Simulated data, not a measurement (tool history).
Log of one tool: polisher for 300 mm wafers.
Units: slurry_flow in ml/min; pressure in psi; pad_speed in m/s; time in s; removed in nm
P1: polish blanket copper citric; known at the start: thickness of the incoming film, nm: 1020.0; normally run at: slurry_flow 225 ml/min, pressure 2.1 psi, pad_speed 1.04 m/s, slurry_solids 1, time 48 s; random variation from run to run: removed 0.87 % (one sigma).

run,day,slurry_flow,pressure,pad_speed,slurry_solids,time,wafers polished on this pad,hours since the slurry nozzle was cleaned,hours since the head pressure was calibrated,hours since the slurry blender was calibrated,removed
1,0.133,225,2.1,1.04,1,48,632,202.7,119.9,41.9,80.498
2,0.392,225,0.9,1.04,1,48,688,208.9,126.1,48.1,36.11
3,0.571,225,3.2,1.04,1,48,727,213.2,130.4,52.4,122.55
4,0.796,225,2.1,1.04,1,48,776,218.6,135.8,57.8,81.833
5,0.992,225,2.1,0.58,1,48,819,223.3,140.5,62.5,47.423
6,1.262,225,2.1,1.3,1,48,877,229.8,147,69,101.68
7,1.425,285,2.1,1.04,1,48,913,233.7,150.9,72.9,84.175
8,1.579,225,2.1,1.04,1,48,946,237.4,154.6,76.6,80.513
9,1.717,225,2.1,1.04,1.25,73,976,240.7,157.9,79.9,130.19
10,1.925,135,2.1,1.04,1,48,1021,245.7,162.9,84.9,74.269
11,2.083,225,2.1,1.04,1,48,1056,249.5,166.7,88.7,80.556
12,2.275,225,2.1,1.04,1,27,1097,254.1,171.3,93.3,45.39
13,2.45,225,2.1,1.04,1,48,1135,258.3,175.5,97.5,81.78
14,2.679,225,2.1,1.04,1.3,48,1185,263.8,181,103,85.22
15,2.921,225,2.1,1.04,0.75,48,1238,269.6,186.8,108.8,76.789
16,3.138,225,2.1,1.04,1,76,1285,274.8,192,114,129.26
17,3.412,225,2.1,1.04,1,48,1345,281.4,198.6,120.6,80.772
18,3.621,225,2.1,1.04,1,48,1390,286.4,203.6,125.6,78.43
19,3.779,225,2.1,1.04,1,48,1424,290.2,207.4,129.4,78.45
20,3.925,225,2.1,1.04,1,48,1456,293.7,210.9,132.9,76.147
21,4.117,225,2.1,1.04,1,48,1498,298.3,215.5,137.5,75.376
# day 4.158: head pressure recalibrated
22,4.3,225,2.1,1.04,1,48,1537,302.7,3.5,141.9,76.39
# day 4.371: worn pad replaced by a new one
23,4.458,225,2.1,1.04,1,48,19,306.5,7.3,145.7,76.437
24,4.642,225,2.1,1.04,1,48,58,310.9,11.7,150.1,74.83
25,4.804,225,2.1,1.04,1,48,94,314.8,15.6,154,75.741

What P1 gives has crept away from where it was. These 2 causes fit the log equally well, each at the size given:
A: abrasive missing from the slurry, % = 30.5
B: slurry flow missing at the pad, % = 39.6
The creep began at about day 3.412.
Why every other cause is out:
removal rate lost through wear of the pad, %: serviced at day 4.371, which brought nothing back
head's pressure below its setpoint, %: serviced at day 4.158, which brought nothing back

4 check runs are offered, each on 2 wafers whose results are averaged, their results left as question marks. Which one tells the causes apart?
check 1,4.967,135,2.1,1.04,1,69,,,,,?
check 2,4.967,225,2.1,0.76,1,48,,,,,?
check 3,4.967,225,1.1,1.04,1,28,,,,,?
check 4,4.967,225,1.6,0.62,1,48,,,,,?

What each check would give under each cause:
check,result,if A,if B
check 1,removed,99.879,95.473
check 2,removed,55.529,55.529
check 3,removed,23.624,23.625
check 4,removed,35.445,35.445
How far apart the two closest causes lie, in the result that separates them most: check 1 4.51 %; check 2 0 %; check 3 0 %; check 4 0 %
Check 1 tells the causes apart: in the others they would give nearly the same result.

Check 1 was then run and gave: removed 96.02 nm. Which cause is it?

It is B: slurry flow missing at the pad, %.
